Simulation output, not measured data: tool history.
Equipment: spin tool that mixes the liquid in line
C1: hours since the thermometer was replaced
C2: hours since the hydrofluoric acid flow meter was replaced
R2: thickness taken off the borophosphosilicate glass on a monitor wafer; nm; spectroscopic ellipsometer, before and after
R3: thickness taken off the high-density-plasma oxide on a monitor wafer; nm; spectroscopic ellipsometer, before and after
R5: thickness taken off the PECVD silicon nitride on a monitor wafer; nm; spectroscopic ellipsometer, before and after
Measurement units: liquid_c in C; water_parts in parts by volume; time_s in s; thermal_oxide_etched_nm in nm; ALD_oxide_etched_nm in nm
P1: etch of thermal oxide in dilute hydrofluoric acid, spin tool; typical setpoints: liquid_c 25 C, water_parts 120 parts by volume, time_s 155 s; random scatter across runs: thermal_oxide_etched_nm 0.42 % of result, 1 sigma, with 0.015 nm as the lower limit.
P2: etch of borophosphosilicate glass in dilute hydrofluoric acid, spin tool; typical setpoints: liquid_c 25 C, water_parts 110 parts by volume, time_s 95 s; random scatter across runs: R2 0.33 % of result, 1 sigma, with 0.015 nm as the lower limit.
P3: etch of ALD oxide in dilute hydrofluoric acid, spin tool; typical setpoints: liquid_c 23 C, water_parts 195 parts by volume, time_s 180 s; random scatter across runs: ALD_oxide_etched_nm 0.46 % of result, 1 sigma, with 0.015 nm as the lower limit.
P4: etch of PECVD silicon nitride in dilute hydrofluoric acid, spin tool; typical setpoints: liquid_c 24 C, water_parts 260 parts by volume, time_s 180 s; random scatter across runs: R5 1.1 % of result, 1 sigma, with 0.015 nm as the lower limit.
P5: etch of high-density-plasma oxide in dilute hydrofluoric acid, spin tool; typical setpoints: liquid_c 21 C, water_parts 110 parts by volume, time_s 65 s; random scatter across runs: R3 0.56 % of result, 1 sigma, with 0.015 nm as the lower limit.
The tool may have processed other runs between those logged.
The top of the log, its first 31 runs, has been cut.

run 32 day=14.408 | process=P1 liquid_c=25 water_parts=120 time_s=60 | C1=480.8 C2=744.2 | thermal_oxide_etched_nm=2.3619
run 33 day=14.704 | process=P1 liquid_c=25 water_parts=120 time_s=155 | C1=487.9 C2=751.3 | thermal_oxide_etched_nm=6.0432
run 34 day=15.092 | process=P1 liquid_c=25 water_parts=120 time_s=155 | C1=497.2 C2=760.6 | thermal_oxide_etched_nm=6.1942
run 35 day=15.538 | process=P1 liquid_c=25 water_parts=120 time_s=155 | C1=507.9 C2=771.3 | thermal_oxide_etched_nm=6.2648
run 36 day=15.983 | process=P1 liquid_c=25 water_parts=120 time_s=155 | C1=518.6 C2=782 | thermal_oxide_etched_nm=6.3811
run 37 day=16.3 | process=P1 liquid_c=25 water_parts=120 time_s=155 | C1=526.2 C2=789.6 | thermal_oxide_etched_nm=6.3904
run 38 day=16.688 | process=P1 liquid_c=25 water_parts=120 time_s=155 | C1=535.5 C2=798.9 | thermal_oxide_etched_nm=6.3586
run 39 day=17.242 | process=P1 liquid_c=25 water_parts=120 time_s=155 | C1=548.8 C2=812.2 | thermal_oxide_etched_nm=6.3933

Run 40, settings as shown, results not yet in. Your forecast:
run 40 day=17.7 | process=P1 liquid_c=25 water_parts=120 time_s=155 | C1=559.8 C2=823.2 | thermal_oxide_etched_nm=?

thermal_oxide_etched_nm: 6.4574 nm

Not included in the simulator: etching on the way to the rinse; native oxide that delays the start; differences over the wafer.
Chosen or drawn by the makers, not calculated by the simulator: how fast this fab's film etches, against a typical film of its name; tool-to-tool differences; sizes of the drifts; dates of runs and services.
